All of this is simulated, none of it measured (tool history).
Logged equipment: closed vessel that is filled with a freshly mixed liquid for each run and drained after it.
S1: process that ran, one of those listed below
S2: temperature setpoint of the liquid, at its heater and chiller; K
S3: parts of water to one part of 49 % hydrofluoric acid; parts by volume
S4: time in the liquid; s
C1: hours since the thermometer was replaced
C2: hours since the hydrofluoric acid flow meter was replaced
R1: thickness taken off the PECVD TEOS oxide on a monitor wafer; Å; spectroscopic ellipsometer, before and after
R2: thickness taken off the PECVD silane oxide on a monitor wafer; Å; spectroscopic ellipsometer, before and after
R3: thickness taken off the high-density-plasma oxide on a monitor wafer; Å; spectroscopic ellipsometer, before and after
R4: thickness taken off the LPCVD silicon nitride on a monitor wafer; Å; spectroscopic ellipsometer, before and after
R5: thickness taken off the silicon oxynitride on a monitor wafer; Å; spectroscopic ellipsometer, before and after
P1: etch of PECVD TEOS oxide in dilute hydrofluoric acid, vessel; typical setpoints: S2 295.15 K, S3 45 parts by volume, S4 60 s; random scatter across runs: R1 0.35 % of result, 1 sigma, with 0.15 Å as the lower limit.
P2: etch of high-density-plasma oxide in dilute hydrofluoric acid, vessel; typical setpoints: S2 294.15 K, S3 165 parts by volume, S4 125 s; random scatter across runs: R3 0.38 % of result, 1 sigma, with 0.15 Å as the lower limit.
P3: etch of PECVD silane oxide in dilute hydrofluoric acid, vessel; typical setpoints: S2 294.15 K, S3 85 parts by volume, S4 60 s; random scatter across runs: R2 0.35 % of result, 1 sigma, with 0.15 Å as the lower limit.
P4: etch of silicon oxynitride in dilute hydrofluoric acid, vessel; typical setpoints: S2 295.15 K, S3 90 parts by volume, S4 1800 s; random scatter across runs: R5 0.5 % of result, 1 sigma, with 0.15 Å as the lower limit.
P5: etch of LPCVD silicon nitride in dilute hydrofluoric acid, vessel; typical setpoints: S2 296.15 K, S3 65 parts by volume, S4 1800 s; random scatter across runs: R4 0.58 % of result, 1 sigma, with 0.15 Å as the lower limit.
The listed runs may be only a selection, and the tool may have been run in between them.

run   hour  S1      S2   S3    S4     C1     C2      R1      R2      R3      R4      R5
  1    9.2  P1  295.15   45    60  298.1  733.1  310.25
  2   16.8  P3  294.15   85    60  305.7  740.7          135.57
  3     22  P2  294.15  165   125  310.9  745.9                  54.023
  4   30.3  P5  290.15   65  1800  319.2  754.2                          82.272
  5   35.6  P4  290.15   90  1800  324.5  759.5                                  276.83
  6   41.8  P4  295.15   90  2765  330.7  765.7                                  543.74
  7   47.6  P1  295.15   20    60  336.5  771.5  719.71
  8     58  P2  294.15  100   125  346.9  781.9                  96.001
  9     67  P1  295.15   45    60  355.9  790.9   310.4
 10   75.4  P4  295.15   90  1800  364.3  799.3                                  354.83
 11   83.7  P1  295.15   45    60  372.6  807.6  307.71
 12   89.6  P3  294.15   85   110  378.5  813.5             247
 13     96  P1  299.65   45   100  384.9  819.9  621.69
 14  101.5  P3  302.15   85    60  390.4  825.4          186.44
 15  110.4  P1  302.65   20    60  399.3  834.3  985.31
 16  120.4  P1  295.15   60    60  409.3  844.3  227.77
 17  128.2  P2  290.15  165   125  417.1  852.1                    45.6
 18  135.9  P1  295.15   45    60  424.8  859.8   309.9
 19  141.7  P3  294.15  150    60  430.6  865.6          70.726
 20  151.2  P4  295.15  155  1800  440.1  875.1                                  195.58
 21  159.2  P5  296.15   65  1800  448.1  883.1                          124.19

What will run 22 give?
 22  165.5  P5  296.15  65  2630  454.4  889.4               ?

Logged for run 22: R4 178 Å.
